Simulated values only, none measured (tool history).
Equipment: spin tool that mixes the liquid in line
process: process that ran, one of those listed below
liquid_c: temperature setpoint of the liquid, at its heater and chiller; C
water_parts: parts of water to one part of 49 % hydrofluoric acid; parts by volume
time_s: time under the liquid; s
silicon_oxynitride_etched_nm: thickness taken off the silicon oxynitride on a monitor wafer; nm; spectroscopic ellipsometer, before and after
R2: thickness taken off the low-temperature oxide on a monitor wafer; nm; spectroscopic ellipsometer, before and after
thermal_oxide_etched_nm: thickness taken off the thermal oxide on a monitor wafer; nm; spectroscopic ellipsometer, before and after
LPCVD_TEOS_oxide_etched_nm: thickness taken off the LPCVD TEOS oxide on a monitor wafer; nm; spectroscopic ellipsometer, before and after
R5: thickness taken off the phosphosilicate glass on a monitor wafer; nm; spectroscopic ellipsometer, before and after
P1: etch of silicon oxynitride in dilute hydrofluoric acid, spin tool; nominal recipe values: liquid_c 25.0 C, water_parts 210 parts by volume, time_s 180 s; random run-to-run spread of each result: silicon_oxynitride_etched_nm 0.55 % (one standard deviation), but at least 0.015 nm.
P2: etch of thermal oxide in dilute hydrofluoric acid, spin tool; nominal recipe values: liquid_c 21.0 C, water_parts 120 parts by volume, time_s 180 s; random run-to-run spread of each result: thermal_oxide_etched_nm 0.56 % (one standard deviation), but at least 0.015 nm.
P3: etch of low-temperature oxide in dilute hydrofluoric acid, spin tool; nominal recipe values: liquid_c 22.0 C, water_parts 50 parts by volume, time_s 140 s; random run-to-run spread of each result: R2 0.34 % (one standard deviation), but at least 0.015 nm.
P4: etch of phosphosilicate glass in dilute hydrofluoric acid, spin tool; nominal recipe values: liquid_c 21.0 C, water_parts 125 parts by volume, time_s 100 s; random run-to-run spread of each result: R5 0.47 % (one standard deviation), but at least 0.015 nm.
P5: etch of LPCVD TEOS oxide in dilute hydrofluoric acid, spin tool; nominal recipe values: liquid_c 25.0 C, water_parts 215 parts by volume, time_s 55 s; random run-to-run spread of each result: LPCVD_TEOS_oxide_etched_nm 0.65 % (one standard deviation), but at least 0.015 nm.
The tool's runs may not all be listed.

Run 1, hour 5.2: process P1, liquid_c 25.0 C, water_parts 210 parts by volume, time_s 180 s. Result: silicon_oxynitride_etched_nm 3.8410 nm.
Run 2, hour 9.1: process P3, liquid_c 17.0 C, water_parts 50 parts by volume, time_s 140 s. Result: R2 45.811 nm.
Run 3, hour 13.1: process P2, liquid_c 21.0 C, water_parts 120 parts by volume, time_s 180 s. Result: thermal_oxide_etched_nm 6.6207 nm.
Run 4, hour 19.8: process P1, liquid_c 32.0 C, water_parts 210 parts by volume, time_s 180 s. Result: silicon_oxynitride_etched_nm 5.2324 nm.
Run 5, hour 27.3: process P3, liquid_c 22.0 C, water_parts 50 parts by volume, time_s 255 s. Result: R2 103.350 nm.
Run 6, hour 33.9: process P5, liquid_c 25.0 C, water_parts 385 parts by volume, time_s 55 s. Result: LPCVD_TEOS_oxide_etched_nm 2.1280 nm.
Run 7, hour 41.9: process P5, liquid_c 25.0 C, water_parts 215 parts by volume, time_s 55 s. Result: LPCVD_TEOS_oxide_etched_nm 4.4590 nm.
Run 8, hour 45.5: process P3, liquid_c 22.0 C, water_parts 50 parts by volume, time_s 140 s. Result: R2 56.482 nm.
Run 9, hour 52.4: process P3, liquid_c 22.0 C, water_parts 80 parts by volume, time_s 140 s. Result: R2 34.134 nm.
Run 10, hour 56.7: process P1, liquid_c 25.0 C, water_parts 210 parts by volume, time_s 180 s. Result: silicon_oxynitride_etched_nm 3.8558 nm.
Run 11, hour 64.5: process P2, liquid_c 27.0 C, water_parts 120 parts by volume, time_s 180 s. Result: thermal_oxide_etched_nm 8.3529 nm.
Run 12, hour 72.1: process P5, liquid_c 28.5 C, water_parts 215 parts by volume, time_s 55 s. Result: LPCVD_TEOS_oxide_etched_nm 5.0815 nm.
Run 13, hour 78.9: process P1, liquid_c 25.0 C, water_parts 210 parts by volume, time_s 180 s. Result: silicon_oxynitride_etched_nm 3.8401 nm.
Run 14, hour 85.6: process P4, liquid_c 25.5 C, water_parts 125 parts by volume, time_s 100 s. Result: R5 60.023 nm.
Run 15, hour 92.9: process P2, liquid_c 21.0 C, water_parts 120 parts by volume, time_s 100 s. Result: thermal_oxide_etched_nm 3.6912 nm.
Run 16, hour 99.6: process P1, liquid_c 21.0 C, water_parts 210 parts by volume, time_s 180 s. Result: silicon_oxynitride_etched_nm 3.2271 nm.
Run 17, hour 105.6: process P4, liquid_c 21.0 C, water_parts 60 parts by volume, time_s 100 s. Result: R5 112.930 nm.
Run 18, hour 110.9: process P5, liquid_c 25.0 C, water_parts 215 parts by volume, time_s 55 s. Result: LPCVD_TEOS_oxide_etched_nm 4.4755 nm.
Run 19, hour 117.8: process P1, liquid_c 25.0 C, water_parts 210 parts by volume, time_s 180 s. Result: silicon_oxynitride_etched_nm 3.8619 nm.
Run 20, hour 124.5: process P1, liquid_c 25.0 C, water_parts 210 parts by volume, time_s 95 s. Result: silicon_oxynitride_etched_nm 2.0277 nm.
Run 21, hour 132.2: process P1, liquid_c 25.0 C, water_parts 385 parts by volume, time_s 180 s. Result: silicon_oxynitride_etched_nm 1.8679 nm.
Run 22, hour 137.2: process P2, liquid_c 21.0 C, water_parts 175 parts by volume, time_s 180 s. Result: thermal_oxide_etched_nm 4.2597 nm.
Run 23, hour 143.7: process P4, liquid_c 21.0 C, water_parts 125 parts by volume, time_s 100 s. Result: R5 50.343 nm.
Run 24, hour 151.5: process P1, liquid_c 20.0 C, water_parts 210 parts by volume, time_s 85 s. Result: silicon_oxynitride_etched_nm 1.4287 nm.
Run 25, hour 156.1: process P5, liquid_c 25.0 C, water_parts 215 parts by volume, time_s 20 s. Result: LPCVD_TEOS_oxide_etched_nm 1.6195 nm.
Run 26, hour 159.7: process P3, liquid_c 22.0 C, water_parts 50 parts by volume, time_s 140 s. Result: R2 56.314 nm.
Run 27, hour 167.3: process P1, liquid_c 25.0 C, water_parts 210 parts by volume, time_s 305 s. Result: silicon_oxynitride_etched_nm 6.5916 nm.
Run 28, hour 172.0: process P1, liquid_c 25.0 C, water_parts 210 parts by volume, time_s 180 s. Result: silicon_oxynitride_etched_nm 3.8819 nm.
Run 29, hour 179.9: process P4, liquid_c 21.0 C, water_parts 125 parts by volume, time_s 145 s. Result: R5 72.070 nm.
Run 30, hour 187.4: process P1, liquid_c 25.0 C, water_parts 45 parts by volume, time_s 180 s. Result: silicon_oxynitride_etched_nm 20.7280 nm.
Run 31, hour 191.8: process P1, liquid_c 25.0 C, water_parts 210 parts by volume, time_s 180 s. Result: silicon_oxynitride_etched_nm 3.8625 nm.
Run 32, hour 195.5: process P1, liquid_c 25.0 C, water_parts 210 parts by volume, time_s 180 s. Result: silicon_oxynitride_etched_nm 3.9340 nm.

Run 33 comes next. What will it give?
Run 33, hour 202.7: process P1, liquid_c 25.0 C, water_parts 210 parts by volume, time_s 180 s. Result: silicon_oxynitride_etched_nm ?.

{"run 33": {"silicon_oxynitride_etched_nm": 4.0383}}
